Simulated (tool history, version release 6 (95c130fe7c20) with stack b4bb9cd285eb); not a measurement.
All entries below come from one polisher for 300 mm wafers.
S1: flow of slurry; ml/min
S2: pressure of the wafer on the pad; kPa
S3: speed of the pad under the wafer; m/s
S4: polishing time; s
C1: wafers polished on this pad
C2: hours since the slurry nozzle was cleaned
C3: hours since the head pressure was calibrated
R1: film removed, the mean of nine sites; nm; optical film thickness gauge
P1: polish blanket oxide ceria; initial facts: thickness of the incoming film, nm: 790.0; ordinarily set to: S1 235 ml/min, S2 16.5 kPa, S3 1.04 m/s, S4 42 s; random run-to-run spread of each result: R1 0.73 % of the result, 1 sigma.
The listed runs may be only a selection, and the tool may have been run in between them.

run	day	S1	S2	S3	S4	C1	C2	C3	R1
1	0.517	235	16.5	1.04	42	246	203.0	382.0	176.340
2	1.050	235	16.5	1.04	42	349	215.8	394.8	177.480
3	1.633	235	16.5	0.70	56	462	229.8	408.8	156.180
4	2.058	235	16.5	1.04	42	544	240.0	419.0	176.220
5	2.758	235	16.5	1.50	42	680	256.8	435.8	250.280
6	3.325	235	16.5	1.04	30	789	270.4	449.4	124.360
7	4.029	235	16.5	1.04	64	926	287.3	466.3	264.880
8	4.383	140	16.5	1.04	42	994	295.8	474.8	163.230
9	5.000	235	20.0	1.36	42	1113	310.6	489.6	273.580
10	5.371	185	16.5	1.50	42	1185	319.5	498.5	243.940
11	5.825	235	9.7	1.04	42	1273	330.4	509.4	101.160
12	6.433	235	16.5	1.04	42	1391	345.0	524.0	173.570
13	6.917	235	16.5	1.04	42	1484	356.6	535.6	172.470
14	7.567	235	16.5	1.04	42	1610	372.2	551.2	172.750
15	8.238	295	16.5	1.04	42	1740	388.3	567.3	177.510
16	8.908	235	16.5	0.56	42	1870	404.4	583.4	95.738
17	9.329	235	24.8	1.04	42	1951	414.5	593.5	263.070
18	9.996	235	16.5	1.04	42	2080	430.5	609.5	174.270
19	10.504	235	16.5	1.04	42	2178	442.7	621.7	172.060
20	11.154	235	16.5	1.04	42	2304	458.3	637.3	168.150
21	11.633	235	16.5	1.04	42	2397	469.8	648.8	167.430
22	12.075	235	16.5	1.04	42	2482	480.4	659.4	167.280
# day 12.196: head pressure recalibrated
23	12.717	235	16.5	1.04	42	2606	495.8	12.6	167.020
24	13.250	235	16.5	1.04	42	2710	508.6	25.4	166.490
25	13.829	235	16.5	1.04	42	2822	522.5	39.3	165.620
26	14.479	235	16.5	1.04	42	2948	538.1	54.9	165.490
27	15.125	235	16.5	1.04	42	3072	553.6	70.4	166.930
28	15.662	235	16.5	1.04	42	3176	566.5	83.3	167.260
29	16.008	235	16.5	1.04	42	3243	574.8	91.6	165.100

What P1 gives has crept away from where it was. These 2 causes fit the log equally well, each at the size given:
A: removal rate lost through wear of the pad, % = 5.45
B: slurry flow missing at the pad, % = 33.4
At approximately day 9.996, the process output began to creep.
Why every other cause is out:
head's pressure below its setpoint, %: was serviced at day 12.196, once the creep was under way, yet the earlier output never came back

Which of the check runs below tells the causes apart, meaning the causes would give it clearly different results? Each run uses 5 wafers whose results are averaged, and each result is shown as a question mark.
check 1	16.354	150	16.5	1.04	33				?
check 2	16.354	235	16.5	1.26	52				?
check 3	16.354	235	20.0	0.64	42				?
check 4	16.354	235	16.5	0.72	54				?

What each check would give under each cause:
check	result	if A	if B
check 1	R1	121.950	118.480
check 2	R1	248.010	248.000
check 3	R1	122.940	122.940
check 4	R1	147.170	147.160
Separation of the two closest causes in each check, using whichever result separates them best: check 1 2.88 %; check 2 0 %; check 3 0 %; check 4 0 %
Check 1 distinguishes between the causes, while the remaining checks would return nearly the same result for all of them.

Running check 1 produced the following: R1 121.500 nm. Which one of the listed causes fits?

The correct cause is A, namely: removal rate lost through wear of the pad, %.
